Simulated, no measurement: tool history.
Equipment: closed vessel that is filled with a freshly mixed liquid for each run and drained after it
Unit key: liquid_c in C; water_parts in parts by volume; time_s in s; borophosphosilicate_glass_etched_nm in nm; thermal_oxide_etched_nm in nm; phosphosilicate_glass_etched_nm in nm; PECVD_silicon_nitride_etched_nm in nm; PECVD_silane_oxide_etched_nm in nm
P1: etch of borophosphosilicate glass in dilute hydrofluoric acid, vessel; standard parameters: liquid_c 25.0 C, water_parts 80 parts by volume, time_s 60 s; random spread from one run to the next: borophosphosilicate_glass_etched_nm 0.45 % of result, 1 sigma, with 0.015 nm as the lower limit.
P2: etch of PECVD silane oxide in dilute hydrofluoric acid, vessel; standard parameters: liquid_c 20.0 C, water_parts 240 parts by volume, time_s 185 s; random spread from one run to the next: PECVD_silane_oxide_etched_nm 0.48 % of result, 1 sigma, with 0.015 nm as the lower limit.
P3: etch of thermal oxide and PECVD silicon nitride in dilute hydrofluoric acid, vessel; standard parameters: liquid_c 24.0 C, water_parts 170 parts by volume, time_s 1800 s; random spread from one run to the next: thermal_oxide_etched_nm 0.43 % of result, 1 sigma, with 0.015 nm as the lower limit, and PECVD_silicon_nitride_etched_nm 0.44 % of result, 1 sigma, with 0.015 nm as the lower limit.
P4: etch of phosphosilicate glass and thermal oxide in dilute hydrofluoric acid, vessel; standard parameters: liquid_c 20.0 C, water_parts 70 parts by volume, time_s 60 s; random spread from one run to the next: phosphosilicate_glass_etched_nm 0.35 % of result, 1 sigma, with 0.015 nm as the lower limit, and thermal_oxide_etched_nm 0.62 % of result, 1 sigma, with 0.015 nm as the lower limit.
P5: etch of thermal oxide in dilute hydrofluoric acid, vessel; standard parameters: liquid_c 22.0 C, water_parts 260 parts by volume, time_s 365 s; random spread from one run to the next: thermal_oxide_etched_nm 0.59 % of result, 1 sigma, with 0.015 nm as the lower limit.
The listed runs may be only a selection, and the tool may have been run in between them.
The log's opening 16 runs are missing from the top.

| run | hour | process | liquid_c | water_parts | time_s | hours since the thermometer was replaced | hours since the hydrofluoric acid flow meter was replaced | borophosphosilicate_glass_etched_nm | thermal_oxide_etched_nm | phosphosilicate_glass_etched_nm | PECVD_silicon_nitride_etched_nm | PECVD_silane_oxide_etched_nm |
|---|---|---|---|---|---|---|---|---|---|---|---|---|
| 17 | 135.2 | P5 | 22.0 | 260 | 365 | 422.4 | 478.8 |  | 4.9397 |  |  |  |
| 18 | 145.9 | P2 | 20.0 | 340 | 185 | 433.1 | 489.5 |  |  |  |  | 9.1404 |
| 19 | 154.5 | P4 | 20.0 | 70 | 115 | 441.7 | 498.1 |  | 6.7275 | 130.710 |  |  |
| 20 | 160.8 | P2 | 20.0 | 240 | 185 | 448.0 | 504.4 |  |  |  |  | 14.2350 |
| 21 | 168.8 | P4 | 26.0 | 70 | 60 | 456.0 | 512.4 |  | 4.4614 | 86.895 |  |  |
| 22 | 175.2 | P5 | 22.0 | 260 | 140 | 462.4 | 518.8 |  | 1.9402 |  |  |  |
| 23 | 183.6 | P1 | 25.0 | 80 | 60 | 470.8 | 527.2 | 34.339 |  |  |  |  |
| 24 | 188.5 | P1 | 18.5 | 145 | 60 | 475.7 | 532.1 | 13.515 |  |  |  |  |
| 25 | 198.6 | P1 | 25.0 | 145 | 60 | 485.8 | 542.2 | 17.490 |  |  |  |  |
| 26 | 207.7 | P3 | 24.0 | 170 | 1800 | 494.9 | 551.3 |  | 46.1770 |  | 18.386 |  |
| 27 | 212.5 | P1 | 25.0 | 40 | 60 | 499.7 | 556.1 | 72.404 |  |  |  |  |
| 28 | 223.0 | P4 | 20.0 | 25 | 60 | 510.2 | 566.6 |  | 10.3570 | 201.470 |  |  |
| 29 | 233.4 | P1 | 25.0 | 80 | 60 | 520.6 | 577.0 | 34.315 |  |  |  |  |
| 30 | 242.7 | P3 | 24.0 | 170 | 3480 | 529.9 | 586.3 |  | 90.1320 |  | 35.303 |  |
| 31 | 250.1 | P2 | 20.0 | 240 | 185 | 537.3 | 593.7 |  |  |  |  | 14.2320 |
| 32 | 258.6 | P1 | 25.0 | 80 | 60 | 545.8 | 602.2 | 34.313 |  |  |  |  |
| 33 | 269.4 | P1 | 25.0 | 80 | 60 | 556.6 | 613.0 | 33.833 |  |  |  |  |

What will run 34 give?
| 34 | 279.1 | P1 | 25.0 | 80 | 60 | 566.3 | 622.7 | ? |  |  |  |  |

Run 34 came out at borophosphosilicate_glass_etched_nm 33.280 nm.
